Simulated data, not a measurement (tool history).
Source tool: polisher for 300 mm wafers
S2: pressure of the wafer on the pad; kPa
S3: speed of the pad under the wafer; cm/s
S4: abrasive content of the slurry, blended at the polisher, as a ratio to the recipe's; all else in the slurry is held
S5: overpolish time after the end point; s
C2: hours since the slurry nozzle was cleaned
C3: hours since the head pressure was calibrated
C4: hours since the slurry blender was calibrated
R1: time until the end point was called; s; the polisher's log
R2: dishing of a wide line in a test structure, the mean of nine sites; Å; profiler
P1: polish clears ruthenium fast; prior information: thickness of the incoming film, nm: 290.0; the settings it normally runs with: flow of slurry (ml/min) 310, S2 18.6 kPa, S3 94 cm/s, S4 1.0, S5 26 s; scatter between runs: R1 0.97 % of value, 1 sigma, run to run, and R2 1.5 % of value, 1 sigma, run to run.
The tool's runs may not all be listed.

{"run": 1, "hour": 5.1, "flow of slurry (ml/min)": 310, "S2": 18.6, "S3": 94, "S4": 1.0, "S5": 26, "wafers polished on this pad": 247, "C2": 266.9, "C3": 290.5, "C4": 54.9, "R1": 75.01, "R2": 252.63}
{"run": 2, "hour": 10.7, "flow of slurry (ml/min)": 310, "S2": 18.6, "S3": 94, "S4": 1.0, "S5": 26, "wafers polished on this pad": 300, "C2": 272.5, "C3": 296.1, "C4": 60.5, "R1": 75.114, "R2": 265.06}
{"run": 3, "hour": 14.6, "flow of slurry (ml/min)": 310, "S2": 18.6, "S3": 94, "S4": 1.0, "S5": 26, "wafers polished on this pad": 337, "C2": 276.4, "C3": 300.0, "C4": 64.4, "R1": 74.925, "R2": 259.6}
{"run": 4, "hour": 17.5, "flow of slurry (ml/min)": 310, "S2": 18.6, "S3": 94, "S4": 1.0, "S5": 26, "wafers polished on this pad": 365, "C2": 279.3, "C3": 302.9, "C4": 67.3, "R1": 75.644, "R2": 258.38}
{"run": 5, "hour": 22.4, "flow of slurry (ml/min)": 310, "S2": 18.6, "S3": 94, "S4": 1.0, "S5": 38, "wafers polished on this pad": 411, "C2": 284.2, "C3": 307.8, "C4": 72.2, "R1": 74.906, "R2": 262.6}
{"run": 6, "hour": 28.0, "flow of slurry (ml/min)": 310, "S2": 18.6, "S3": 94, "S4": 1.3, "S5": 26, "wafers polished on this pad": 464, "C2": 289.8, "C3": 313.4, "C4": 77.8, "R1": 66.618, "R2": 256.01}
{"run": 7, "hour": 33.2, "flow of slurry (ml/min)": 310, "S2": 25.5, "S3": 94, "S4": 1.0, "S5": 26, "wafers polished on this pad": 514, "C2": 295.0, "C3": 318.6, "C4": 83.0, "R1": 54.164, "R2": 265.03}
{"run": 8, "hour": 36.2, "flow of slurry (ml/min)": 475, "S2": 18.6, "S3": 94, "S4": 1.0, "S5": 26, "wafers polished on this pad": 542, "C2": 298.0, "C3": 321.6, "C4": 86.0, "R1": 72.86, "R2": 255.95}
{"run": 9, "hour": 39.3, "flow of slurry (ml/min)": 310, "S2": 18.6, "S3": 94, "S4": 1.0, "S5": 26, "wafers polished on this pad": 572, "C2": 301.1, "C3": 324.7, "C4": 89.1, "R1": 74.632, "R2": 254.75}
{"run": 10, "hour": 44.9, "flow of slurry (ml/min)": 310, "S2": 18.6, "S3": 94, "S4": 1.0, "S5": 8, "wafers polished on this pad": 625, "C2": 306.7, "C3": 330.3, "C4": 94.7, "R1": 74.154, "R2": 172.26}
{"run": 11, "hour": 49.9, "flow of slurry (ml/min)": 185, "S2": 18.6, "S3": 94, "S4": 1.0, "S5": 26, "wafers polished on this pad": 672, "C2": 311.7, "C3": 335.3, "C4": 99.7, "R1": 79.144, "R2": 256.24}
{"run": 12, "hour": 54.5, "flow of slurry (ml/min)": 310, "S2": 18.6, "S3": 94, "S4": 1.0, "S5": 26, "wafers polished on this pad": 716, "C2": 316.3, "C3": 339.9, "C4": 104.3, "R1": 73.549, "R2": 262.68}
{"run": 13, "hour": 58.1, "flow of slurry (ml/min)": 310, "S2": 18.6, "S3": 94, "S4": 0.5, "S5": 26, "wafers polished on this pad": 750, "C2": 319.9, "C3": 343.5, "C4": 107.9, "R1": 107.8, "R2": 239.89}
{"run": 14, "hour": 61.4, "flow of slurry (ml/min)": 310, "S2": 9.0, "S3": 94, "S4": 1.0, "S5": 26, "wafers polished on this pad": 781, "C2": 323.2, "C3": 346.8, "C4": 111.2, "R1": 152.36, "R2": 212.39}
{"run": 15, "hour": 66.2, "flow of slurry (ml/min)": 310, "S2": 25.5, "S3": 94, "S4": 0.8, "S5": 26, "wafers polished on this pad": 827, "C2": 328.0, "C3": 351.6, "C4": 116.0, "R1": 61.54, "R2": 257.43}
{"run": 16, "hour": 70.9, "flow of slurry (ml/min)": 385, "S2": 18.6, "S3": 94, "S4": 1.0, "S5": 37, "wafers polished on this pad": 871, "C2": 332.7, "C3": 356.3, "C4": 120.7, "R1": 73.608, "R2": 262.58}
{"run": 17, "hour": 76.6, "flow of slurry (ml/min)": 310, "S2": 18.6, "S3": 122, "S4": 1.0, "S5": 26, "wafers polished on this pad": 925, "C2": 338.4, "C3": 362.0, "C4": 126.4, "R1": 56.459, "R2": 261.49}
{"run": 18, "hour": 80.3, "flow of slurry (ml/min)": 310, "S2": 18.6, "S3": 46, "S4": 1.0, "S5": 26, "wafers polished on this pad": 960, "C2": 342.1, "C3": 365.7, "C4": 130.1, "R1": 152.51, "R2": 216.42}
{"run": 19, "hour": 83.0, "flow of slurry (ml/min)": 310, "S2": 18.6, "S3": 94, "S4": 1.0, "S5": 26, "wafers polished on this pad": 986, "C2": 344.8, "C3": 368.4, "C4": 132.8, "R1": 74.365, "R2": 251.61}
{"run": 20, "hour": 86.9, "flow of slurry (ml/min)": 310, "S2": 18.6, "S3": 94, "S4": 1.0, "S5": 26, "wafers polished on this pad": 1023, "C2": 348.7, "C3": 372.3, "C4": 136.7, "R1": 77.261, "R2": 255.03}
{"run": 21, "hour": 91.9, "flow of slurry (ml/min)": 310, "S2": 18.6, "S3": 94, "S4": 1.0, "S5": 26, "wafers polished on this pad": 1070, "C2": 353.7, "C3": 377.3, "C4": 141.7, "R1": 80.597, "R2": 255.0}
{"hour": 93.8, "done": "head pressure recalibrated"}
{"run": 22, "hour": 97.2, "flow of slurry (ml/min)": 310, "S2": 18.6, "S3": 94, "S4": 1.0, "S5": 26, "wafers polished on this pad": 1120, "C2": 359.0, "C3": 3.4, "C4": 147.0, "R1": 82.164, "R2": 257.19}
{"hour": 99.8, "done": "slurry nozzle cleaned"}
{"run": 23, "hour": 103.1, "flow of slurry (ml/min)": 310, "S2": 18.6, "S3": 94, "S4": 1.0, "S5": 26, "wafers polished on this pad": 1176, "C2": 3.4, "C3": 9.3, "C4": 152.9, "R1": 82.448, "R2": 248.11}
{"run": 24, "hour": 108.4, "flow of slurry (ml/min)": 310, "S2": 18.6, "S3": 94, "S4": 1.0, "S5": 26, "wafers polished on this pad": 1227, "C2": 8.7, "C3": 14.6, "C4": 158.2, "R1": 83.626, "R2": 250.53}
{"run": 25, "hour": 112.2, "flow of slurry (ml/min)": 310, "S2": 18.6, "S3": 94, "S4": 1.0, "S5": 26, "wafers polished on this pad": 1263, "C2": 12.5, "C3": 18.4, "C4": 162.0, "R1": 83.219, "R2": 253.35}

What P1 gives has crept off from where it sat before. The 2 causes that follow fit the log equally well, each at the size noted:
A: abrasive missing from the slurry, % = 19.6
B: removal rate lost through wear of the pad, % = 10
The drift started at roughly hour 83.0.
Other possible causes, and why each is ruled out:
slurry flow missing at the pad, %: serviced at hour 99.8, after the change had begun; the process did not return to its earlier output
head's pressure below its setpoint, %: serviced at hour 93.8, after the change had begun; the process did not return to its earlier output

Consider the 4 check runs below, whose results appear as question marks and each of which averages 5 wafers. Which one distinguishes the causes, in that each cause would give it a clearly different result?
{"run": "check 1", "hour": 116.0, "flow of slurry (ml/min)": 310, "S2": 18.6, "S3": 114, "S4": 1.0, "S5": 26, "R1": "?", "R2": "?"}
{"run": "check 2", "hour": 116.0, "flow of slurry (ml/min)": 475, "S2": 18.6, "S3": 94, "S4": 1.0, "S5": 26, "R1": "?", "R2": "?"}
{"run": "check 3", "hour": 116.0, "flow of slurry (ml/min)": 310, "S2": 10.3, "S3": 50, "S4": 1.0, "S5": 26, "R1": "?", "R2": "?"}
{"run": "check 4", "hour": 116.0, "flow of slurry (ml/min)": 310, "S2": 18.6, "S3": 94, "S4": 0.55, "S5": 26, "R1": "?", "R2": "?"}

Check results expected under each cause:
check=check_1 result=R1 if_A=68.433 if_B=68.451
check=check_1 result=R2 if_A=259.09 if_B=259.09
check=check_2 result=R1 if_A=80.512 if_B=80.534
check=check_2 result=R2 if_A=254.37 if_B=254.36
check=check_3 result=R1 if_A=280.850 if_B=280.920
check=check_3 result=R2 if_A=158.85 if_B=158.82
check=check_4 result=R1 if_A=117.550 if_B=113.890
check=check_4 result=R2 if_A=235.39 if_B=237.42
Separation of the two closest causes in each check, using whichever result separates them best: check 1 0.03 %; check 2 0.03 %; check 3 0.03 %; check 4 3.17 %
Of the check runs offered, only check 4 discriminates between the causes; the rest would read about the same regardless of which cause applies.

Running check 4 produced the following: R1 113.720 s; R2 236.02 Å. Which one of the listed causes fits?

It is B: removal rate lost through wear of the pad, %.
